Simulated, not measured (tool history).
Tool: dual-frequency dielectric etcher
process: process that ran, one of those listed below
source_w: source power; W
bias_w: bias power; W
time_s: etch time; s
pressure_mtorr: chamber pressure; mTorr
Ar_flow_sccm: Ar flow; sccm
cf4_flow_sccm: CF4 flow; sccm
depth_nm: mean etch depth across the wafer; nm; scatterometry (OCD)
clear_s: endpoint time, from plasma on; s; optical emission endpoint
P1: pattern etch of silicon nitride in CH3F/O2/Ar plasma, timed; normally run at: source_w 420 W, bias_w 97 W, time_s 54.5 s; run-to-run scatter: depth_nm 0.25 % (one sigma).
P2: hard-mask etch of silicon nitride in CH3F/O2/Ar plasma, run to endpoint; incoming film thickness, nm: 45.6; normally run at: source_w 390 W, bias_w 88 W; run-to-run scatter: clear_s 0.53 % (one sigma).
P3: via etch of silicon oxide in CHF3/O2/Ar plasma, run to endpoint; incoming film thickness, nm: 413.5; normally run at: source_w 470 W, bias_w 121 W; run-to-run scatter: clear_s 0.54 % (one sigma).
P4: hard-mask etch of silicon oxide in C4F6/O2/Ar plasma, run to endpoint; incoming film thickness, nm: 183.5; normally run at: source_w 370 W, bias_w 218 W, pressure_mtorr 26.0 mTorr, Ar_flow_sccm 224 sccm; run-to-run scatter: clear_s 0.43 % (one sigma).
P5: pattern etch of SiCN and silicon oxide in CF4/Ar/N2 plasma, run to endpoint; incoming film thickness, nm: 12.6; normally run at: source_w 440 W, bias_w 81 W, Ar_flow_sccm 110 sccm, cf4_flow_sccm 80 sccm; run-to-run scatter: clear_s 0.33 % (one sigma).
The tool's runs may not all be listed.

run	day	process	source_w	bias_w	time_s	pressure_mtorr	Ar_flow_sccm	cf4_flow_sccm	depth_nm	clear_s
1	0.204	P1	420	97	54.5				42.145	
2	0.396	P4	370	218		26.0	224			53.246
3	0.496	P1	420	97	54.5				41.828	
4	0.608	P5	580	81			110	80		11.292
5	0.762	P1	420	122	68.0				57.205	
6	0.908	P1	420	97	80.0				62.130	
7	1.079	P1	420	97	54.5				42.110	
8	1.208	P1	420	97	54.5				41.899	
9	1.379	P2	470	88						56.030
10	1.492	P5	440	81			110	80		14.352
11	1.633	P3	470	158						238.810
12	1.754	P5	440	81			110	58		15.035
13	1.921	P5	440	81			110	80		14.331
# day 2.050: source power generator calibrated
14	2.088	P1	300	115	54.5				39.755	
15	2.225	P1	310	97	54.5				37.450	
16	2.417	P1	420	97	30.5				23.550	
17	2.533	P5	440	108			110	80		12.966
18	2.733	P4	370	218		26.0	224			53.026
19	2.938	P5	440	81			79	80		13.584
20	3.117	P2	390	88						60.709
21	3.275	P1	420	97	54.5				42.086	
22	3.392	P1	420	97	54.5				42.084	
23	3.567	P4	230	218		26.0	224			63.470
24	3.688	P1	420	78	54.5				38.900	
25	3.888	P4	370	286		26.0	224			48.770
26	4.075	P3	470	121						261.600
27	4.271	P4	370	218		35.5	224			55.347
28	4.483	P4	370	218		26.0	132			50.185
29	4.696	P3	380	121						285.270
30	4.804	P1	520	97	54.5				45.535	
31	4.921	P2	390	67						66.367

Forecast run 32:
32	5.088	P1	420	137	54.5				?	

Run 32 gave depth_nm 47.914 nm.

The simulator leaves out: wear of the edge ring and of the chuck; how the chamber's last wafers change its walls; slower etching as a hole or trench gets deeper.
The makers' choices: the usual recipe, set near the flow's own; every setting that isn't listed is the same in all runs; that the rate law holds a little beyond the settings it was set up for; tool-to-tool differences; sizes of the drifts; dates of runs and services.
